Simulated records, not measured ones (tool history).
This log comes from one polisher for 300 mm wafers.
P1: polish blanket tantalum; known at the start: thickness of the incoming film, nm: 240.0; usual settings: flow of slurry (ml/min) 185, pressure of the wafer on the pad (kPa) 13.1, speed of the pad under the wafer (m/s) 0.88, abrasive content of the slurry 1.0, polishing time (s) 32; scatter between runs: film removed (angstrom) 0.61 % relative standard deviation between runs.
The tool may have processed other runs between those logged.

run,hour,flow of slurry (ml/min),pressure of the wafer on the pad (kPa),speed of the pad under the wafer (m/s),abrasive content of the slurry,polishing time (s),film removed (angstrom)
1,6.4,185,13.1,0.88,1.0,32,420.52
2,11.2,185,13.1,0.88,0.6,32,350.15
3,14.4,185,13.1,0.88,1.0,32,423.59
4,17.5,185,13.1,0.88,1.0,32,415.59
# hour 19.8: head pressure recalibrated
5,21.6,185,13.1,0.88,0.8,20,244.81
6,26.1,185,13.1,0.88,1.0,32,421.55
7,32.2,185,13.1,0.88,1.4,32,458.91
8,37.3,185,13.1,0.88,1.0,32,419.00
9,40.8,185,6.2,1.28,1.0,32,291.03
10,46.8,250,13.1,0.88,1.0,32,436.99
11,52.0,110,13.1,0.88,1.0,32,382.91
12,57.6,185,21.4,0.88,1.0,32,686.14
13,62.4,185,13.1,0.88,1.0,49,647.66
14,67.8,185,13.1,0.44,1.0,32,208.74
15,71.8,185,13.1,1.36,1.0,32,642.11
16,76.3,185,8.3,0.88,1.0,32,267.79
17,81.3,185,13.1,0.88,1.0,32,418.70
18,84.3,185,13.1,0.88,1.0,14,183.52
19,88.3,185,13.1,0.88,1.0,32,415.31
20,93.3,185,13.1,0.88,1.0,32,399.92
21,98.9,185,13.1,0.88,1.0,32,391.89
22,103.9,185,13.1,0.88,1.0,32,383.12
# hour 106.1: head pressure recalibrated
# hour 107.8: slurry nozzle cleaned
23,108.7,185,13.1,0.88,1.0,32,378.83
24,113.6,185,13.1,0.88,1.0,32,380.12
25,118.0,185,13.1,0.88,1.0,32,377.43
26,122.7,185,13.1,0.88,1.0,32,373.74

Compared with where it was, what P1 gives has crept away. Each cause listed below fits the log as well as the rest, at the size given for it:
A: removal rate lost through wear of the pad, % = 10.6
B: abrasive missing from the slurry, % = 29.3
The process output started creeping at around hour 88.3.
Other possible causes, and why each is ruled out:
slurry flow missing at the pad, %: work on it at hour 107.8, done after the drift set in, did not restore what the process gave before
head's pressure below its setpoint, %: work on it at hour 106.1, done after the drift set in, did not restore what the process gave before

You are offered 4 check runs, listed below with question marks in place of their results; each one averages 5 wafers. Which run separates the listed causes by giving clearly different results for each?
check 1,127.4,185,13.1,0.62,1.4,32,?
check 2,127.4,240,20.0,0.88,1.0,32,?
check 3,127.4,110,13.1,0.88,1.0,16,?
check 4,127.4,230,13.1,1.36,1.0,32,?

Check results expected under each cause:
check,result,if A,if B
check 1,film removed (angstrom),287.66,294.64
check 2,film removed (angstrom),591.40,591.48
check 3,film removed (angstrom),170.52,170.54
check 4,film removed (angstrom),595.93,596.02
Smallest distance between any two causes, each pair judged by its most separating result, in per cent: check 1 2.4 %; check 2 0.01 %; check 3 0.01 %; check 4 0.01 %
Only check 1 tells the causes apart: in the others they would give nearly the same result.

With check 1 done, the readings were: film removed (angstrom) 286.86. Identify which of the listed causes applies.

A is the cause: removal rate lost through wear of the pad, %.

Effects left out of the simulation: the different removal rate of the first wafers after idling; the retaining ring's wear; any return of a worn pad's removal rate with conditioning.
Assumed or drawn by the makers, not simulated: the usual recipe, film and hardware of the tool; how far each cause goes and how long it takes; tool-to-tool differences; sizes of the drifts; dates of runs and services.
